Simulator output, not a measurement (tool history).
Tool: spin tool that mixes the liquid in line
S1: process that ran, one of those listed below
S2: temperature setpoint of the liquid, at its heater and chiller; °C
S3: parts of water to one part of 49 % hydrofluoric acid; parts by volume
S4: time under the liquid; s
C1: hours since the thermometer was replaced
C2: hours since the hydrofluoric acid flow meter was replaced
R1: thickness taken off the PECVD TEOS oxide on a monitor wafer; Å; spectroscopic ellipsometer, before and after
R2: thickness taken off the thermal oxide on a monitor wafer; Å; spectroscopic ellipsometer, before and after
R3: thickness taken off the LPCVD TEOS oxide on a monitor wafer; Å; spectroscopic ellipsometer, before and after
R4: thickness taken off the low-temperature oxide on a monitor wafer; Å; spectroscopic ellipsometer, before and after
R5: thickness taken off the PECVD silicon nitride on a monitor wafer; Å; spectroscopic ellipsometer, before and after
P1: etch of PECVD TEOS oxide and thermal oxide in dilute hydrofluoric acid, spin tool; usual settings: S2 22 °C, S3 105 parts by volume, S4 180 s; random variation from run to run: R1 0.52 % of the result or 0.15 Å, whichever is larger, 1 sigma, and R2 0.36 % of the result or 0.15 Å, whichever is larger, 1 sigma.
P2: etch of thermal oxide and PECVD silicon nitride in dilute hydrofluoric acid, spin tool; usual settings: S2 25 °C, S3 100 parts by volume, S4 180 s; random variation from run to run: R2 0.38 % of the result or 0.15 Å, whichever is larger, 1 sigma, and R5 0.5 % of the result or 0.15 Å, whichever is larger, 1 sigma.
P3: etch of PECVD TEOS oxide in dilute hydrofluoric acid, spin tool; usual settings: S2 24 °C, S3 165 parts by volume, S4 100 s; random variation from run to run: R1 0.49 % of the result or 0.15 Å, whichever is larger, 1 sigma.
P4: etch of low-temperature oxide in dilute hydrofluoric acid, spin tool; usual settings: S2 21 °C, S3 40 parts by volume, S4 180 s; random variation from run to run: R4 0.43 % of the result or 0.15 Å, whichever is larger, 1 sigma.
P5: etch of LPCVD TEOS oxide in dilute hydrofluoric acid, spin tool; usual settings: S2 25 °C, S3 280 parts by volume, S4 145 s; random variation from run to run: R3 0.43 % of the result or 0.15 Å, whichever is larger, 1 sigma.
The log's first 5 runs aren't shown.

run,hour,S1,S2,S3,S4,C1,C2,R1,R2,R3,R4,R5
6,18.3,P4,21,40,180,521.6,527.8,,,,525.22,
7,21.9,P5,33,280,145,525.2,531.4,,,124.55,,
8,25.6,P1,22,155,180,528.9,535.1,84.562,49.294,,,
9,28.5,P1,29.5,30,180,531.8,538,689.47,404.17,,,
10,32,P1,26,105,180,535.3,541.5,154.05,90.569,,,
11,35.5,P3,17,165,100,538.8,545,39.259,,,,
12,39.3,P4,17.5,40,180,542.6,548.8,,,,450.14,
13,42.8,P2,25,20,180,546.1,552.3,,480.72,,,342.39
14,44.9,P1,22,105,180,548.2,554.4,132.72,77.552,,,
15,48.9,P3,24,165,100,552.2,558.4,52.019,,,,
16,51.7,P1,17,170,180,555,561.2,62.126,36.72,,,
17,55.3,P5,25,75,145,558.6,564.8,,,456.32,,
18,58.8,P3,24,165,100,562.1,568.3,51.621,,,,
19,62,P5,25,280,145,565.3,571.5,,,96.243,,
20,64.1,P1,22,105,50,567.4,573.6,36.429,21.428,,,
21,66.3,P1,22,105,180,569.6,575.8,133.39,76.931,,,
22,69.5,P2,25,100,180,572.8,579,,86.519,,,71.213
23,73.9,P2,25,100,95,577.2,583.4,,45.787,,,37.379
24,77.4,P1,22,105,180,580.7,586.9,132.37,77.501,,,
25,79.9,P3,24,165,15,583.2,589.4,7.6775,,,,
26,82.3,P1,22,105,330,585.6,591.8,243.24,142.56,,,
27,84.3,P2,31.5,100,180,587.6,593.8,,110.61,,,106.58
28,88.2,P1,22,55,180,591.5,597.7,267,156.95,,,

Run 29 comes next. What will it give?
29,91.7,P1,22,105,180,595,601.2,?,?,,,

R1: 130.83 Å
R2: 77.286 Å

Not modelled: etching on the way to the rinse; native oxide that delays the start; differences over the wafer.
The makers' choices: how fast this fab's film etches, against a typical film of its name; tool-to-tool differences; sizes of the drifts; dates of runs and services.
